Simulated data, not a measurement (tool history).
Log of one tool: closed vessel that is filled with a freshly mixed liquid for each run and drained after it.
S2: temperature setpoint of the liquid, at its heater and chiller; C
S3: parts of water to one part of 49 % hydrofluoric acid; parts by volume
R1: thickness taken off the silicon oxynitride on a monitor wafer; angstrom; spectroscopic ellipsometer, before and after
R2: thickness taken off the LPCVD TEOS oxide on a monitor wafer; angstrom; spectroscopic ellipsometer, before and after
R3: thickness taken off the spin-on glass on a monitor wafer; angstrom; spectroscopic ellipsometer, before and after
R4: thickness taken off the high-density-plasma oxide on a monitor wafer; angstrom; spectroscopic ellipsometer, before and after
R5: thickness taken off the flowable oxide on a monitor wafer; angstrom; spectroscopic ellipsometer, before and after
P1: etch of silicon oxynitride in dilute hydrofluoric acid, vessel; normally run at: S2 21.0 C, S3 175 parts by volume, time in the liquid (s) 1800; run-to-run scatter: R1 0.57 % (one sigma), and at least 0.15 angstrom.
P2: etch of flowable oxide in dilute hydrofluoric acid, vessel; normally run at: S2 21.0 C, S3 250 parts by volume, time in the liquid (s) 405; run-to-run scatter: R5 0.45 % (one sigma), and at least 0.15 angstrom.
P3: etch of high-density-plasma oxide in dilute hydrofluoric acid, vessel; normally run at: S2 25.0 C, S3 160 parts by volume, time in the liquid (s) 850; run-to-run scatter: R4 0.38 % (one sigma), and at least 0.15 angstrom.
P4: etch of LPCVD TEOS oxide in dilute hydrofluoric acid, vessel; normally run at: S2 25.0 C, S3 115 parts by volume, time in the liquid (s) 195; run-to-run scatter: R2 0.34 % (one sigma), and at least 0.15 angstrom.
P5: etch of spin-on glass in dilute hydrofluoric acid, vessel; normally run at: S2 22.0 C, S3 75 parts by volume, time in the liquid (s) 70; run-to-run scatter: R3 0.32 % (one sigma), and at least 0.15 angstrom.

Run 1, hour 7.2: process that ran P1, S2 21.0 C, S3 175 parts by volume, time in the liquid (s) 1800. Result: R1 179.860 angstrom.
Run 2, hour 15.7: process that ran P1, S2 21.0 C, S3 175 parts by volume, time in the liquid (s) 225. Result: R1 22.561 angstrom.
Run 3, hour 25.9: process that ran P4, S2 25.0 C, S3 115 parts by volume, time in the liquid (s) 195. Result: R2 469.57 angstrom.
Run 4, hour 33.6: process that ran P5, S2 22.0 C, S3 20 parts by volume, time in the liquid (s) 70. Result: R3 1254.10 angstrom.
Run 5, hour 40.1: process that ran P5, S2 22.0 C, S3 75 parts by volume, time in the liquid (s) 70. Result: R3 313.04 angstrom.
Run 6, hour 48.6: process that ran P4, S2 25.0 C, S3 115 parts by volume, time in the liquid (s) 50. Result: R2 120.89 angstrom.
Run 7, hour 53.8: process that ran P3, S2 25.0 C, S3 160 parts by volume, time in the liquid (s) 850. Result: R4 533.34 angstrom.
Run 8, hour 60.5: process that ran P1, S2 21.0 C, S3 175 parts by volume, time in the liquid (s) 1800. Result: R1 179.670 angstrom.
Run 9, hour 68.7: process that ran P2, S2 21.0 C, S3 250 parts by volume, time in the liquid (s) 755. Result: R5 969.47 angstrom.
Run 10, hour 78.5: process that ran P1, S2 21.0 C, S3 175 parts by volume, time in the liquid (s) 2840. Result: R1 283.500 angstrom.
Run 11, hour 84.0: process that ran P1, S2 21.0 C, S3 175 parts by volume, time in the liquid (s) 1800. Result: R1 178.410 angstrom.
Run 12, hour 91.3: process that ran P1, S2 21.0 C, S3 75 parts by volume, time in the liquid (s) 1800. Result: R1 446.640 angstrom.
Run 13, hour 98.5: process that ran P5, S2 22.0 C, S3 75 parts by volume, time in the liquid (s) 30. Result: R3 133.95 angstrom.
Run 14, hour 110.2: process that ran P1, S2 27.0 C, S3 175 parts by volume, time in the liquid (s) 1800. Result: R1 235.370 angstrom.
Run 15, hour 118.7: process that ran P3, S2 30.5 C, S3 160 parts by volume, time in the liquid (s) 850. Result: R4 649.75 angstrom.
Run 16, hour 125.4: process that ran P2, S2 21.0 C, S3 355 parts by volume, time in the liquid (s) 405. Result: R5 330.59 angstrom.
Run 17, hour 137.6: process that ran P1, S2 17.0 C, S3 175 parts by volume, time in the liquid (s) 1800. Result: R1 149.060 angstrom.
Run 18, hour 148.4: process that ran P4, S2 25.0 C, S3 20 parts by volume, time in the liquid (s) 195. Result: R2 3083.90 angstrom.
Run 19, hour 156.9: process that ran P3, S2 25.0 C, S3 45 parts by volume, time in the liquid (s) 850. Result: R4 2205.20 angstrom.
Run 20, hour 165.8: process that ran P1, S2 21.0 C, S3 175 parts by volume, time in the liquid (s) 1800. Result: R1 179.880 angstrom.
Run 21, hour 176.4: process that ran P1, S2 21.0 C, S3 175 parts by volume, time in the liquid (s) 1800. Result: R1 181.150 angstrom.
Run 22, hour 184.4: process that ran P2, S2 28.0 C, S3 250 parts by volume, time in the liquid (s) 405. Result: R5 667.66 angstrom.
Run 23, hour 193.7: process that ran P3, S2 25.0 C, S3 160 parts by volume, time in the liquid (s) 170. Result: R4 107.60 angstrom.
Run 24, hour 201.4: process that ran P1, S2 21.0 C, S3 275 parts by volume, time in the liquid (s) 1800. Result: R1 106.850 angstrom.
Run 25, hour 211.4: process that ran P1, S2 21.0 C, S3 175 parts by volume, time in the liquid (s) 1800. Result: R1 178.140 angstrom.

The next listed run, before its measurement:
Run 26, hour 219.3: process that ran P1, S2 28.5 C, S3 175 parts by volume, time in the liquid (s) 490. Result: R1 ?.

R1: 68.565 angstrom

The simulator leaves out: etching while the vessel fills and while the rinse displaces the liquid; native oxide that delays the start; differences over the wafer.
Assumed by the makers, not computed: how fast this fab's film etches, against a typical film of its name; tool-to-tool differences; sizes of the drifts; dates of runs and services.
